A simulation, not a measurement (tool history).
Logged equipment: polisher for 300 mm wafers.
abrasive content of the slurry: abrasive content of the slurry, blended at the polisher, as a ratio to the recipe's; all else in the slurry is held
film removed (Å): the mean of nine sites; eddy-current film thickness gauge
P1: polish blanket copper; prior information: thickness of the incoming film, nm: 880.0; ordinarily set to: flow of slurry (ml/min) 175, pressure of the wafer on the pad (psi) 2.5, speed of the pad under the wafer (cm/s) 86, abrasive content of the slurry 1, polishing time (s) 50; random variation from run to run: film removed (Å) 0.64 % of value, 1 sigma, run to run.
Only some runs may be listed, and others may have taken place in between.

| run | hour | flow of slurry (ml/min) | pressure of the wafer on the pad (psi) | speed of the pad under the wafer (cm/s) | abrasive content of the slurry | polishing time (s) | wafers polished on this pad | hours since the slurry nozzle was cleaned | hours since the head pressure was calibrated | hours since the slurry blender was calibrated | film removed (Å) |
|---|---|---|---|---|---|---|---|---|---|---|---|
| 1 | 10.9 | 175 | 2.5 | 86 | 1 | 50 | 987 | 630.3 | 118.2 | 114.5 | 1338.1 |
| 2 | 22.9 | 105 | 2.5 | 86 | 1 | 50 | 1073 | 642.3 | 130.2 | 126.5 | 1207.7 |
| 3 | 36.7 | 175 | 2.5 | 86 | 1.45 | 50 | 1172 | 656.1 | 144 | 140.3 | 1444.1 |
| 4 | 47.3 | 175 | 2.5 | 38 | 1 | 50 | 1248 | 666.7 | 154.6 | 150.9 | 594.94 |
| 5 | 54.4 | 175 | 2.5 | 86 | 1 | 50 | 1299 | 673.8 | 161.7 | 158 | 1349.4 |
| 6 | 63.9 | 175 | 2.5 | 86 | 1 | 50 | 1367 | 683.3 | 171.2 | 167.5 | 1356.2 |
| 7 | 74 | 105 | 2.5 | 86 | 1 | 69 | 1440 | 693.4 | 181.3 | 177.6 | 1678.3 |
| 8 | 88.1 | 175 | 2.5 | 122 | 1 | 50 | 1541 | 707.5 | 195.4 | 191.7 | 1890 |
| 9 | 102.1 | 175 | 2.5 | 86 | 1 | 23 | 1641 | 721.5 | 209.4 | 205.7 | 619.35 |
| 10 | 111.7 | 175 | 1.1 | 86 | 1 | 50 | 1710 | 731.1 | 219 | 215.3 | 587.06 |
| 11 | 119.1 | 220 | 2.5 | 106 | 1 | 50 | 1763 | 738.5 | 226.4 | 222.7 | 1704.8 |
| 12 | 130.9 | 175 | 2.5 | 86 | 1 | 50 | 1848 | 750.3 | 238.2 | 234.5 | 1337.2 |
|  | 136.7 | slurry nozzle cleaned |
| 13 | 144.9 | 175 | 3.2 | 86 | 1 | 26 | 1949 | 8.2 | 252.2 | 248.5 | 897.33 |
| 14 | 151.1 | 175 | 3.2 | 86 | 1 | 50 | 1993 | 14.4 | 258.4 | 254.7 | 1708.5 |
| 15 | 163.1 | 175 | 2.5 | 86 | 1 | 50 | 2079 | 26.4 | 270.4 | 266.7 | 1340.5 |
| 16 | 175.6 | 175 | 2.5 | 86 | 1 | 50 | 2169 | 38.9 | 282.9 | 279.2 | 1341 |
| 17 | 188.2 | 235 | 2.5 | 86 | 1 | 50 | 2260 | 51.5 | 295.5 | 291.8 | 1369.4 |
| 18 | 201.4 | 175 | 2.5 | 86 | 0.6 | 50 | 2354 | 64.7 | 308.7 | 305 | 1204 |
| 19 | 210.7 | 175 | 2.5 | 86 | 1 | 77 | 2421 | 74 | 318 | 314.3 | 2050.7 |
| 20 | 223.5 | 175 | 2.5 | 86 | 1 | 50 | 2513 | 86.8 | 330.8 | 327.1 | 1339.3 |
| 21 | 235.3 | 175 | 2.5 | 86 | 1 | 50 | 2598 | 98.6 | 342.6 | 338.9 | 1314.1 |
| 22 | 249 | 175 | 2.5 | 86 | 1 | 50 | 2696 | 112.3 | 356.3 | 352.6 | 1295.4 |
| 23 | 261.7 | 175 | 2.5 | 86 | 1 | 50 | 2787 | 125 | 369 | 365.3 | 1271.9 |

Run 24 comes next. What will it give?
|  | 270.7 | slurry blender recalibrated |
| 24 | 273.8 | 175 | 2.5 | 86 | 1 | 50 | 2874 | 137.1 | 381.1 | 3.1 | ? |

film removed (Å): 1264.1
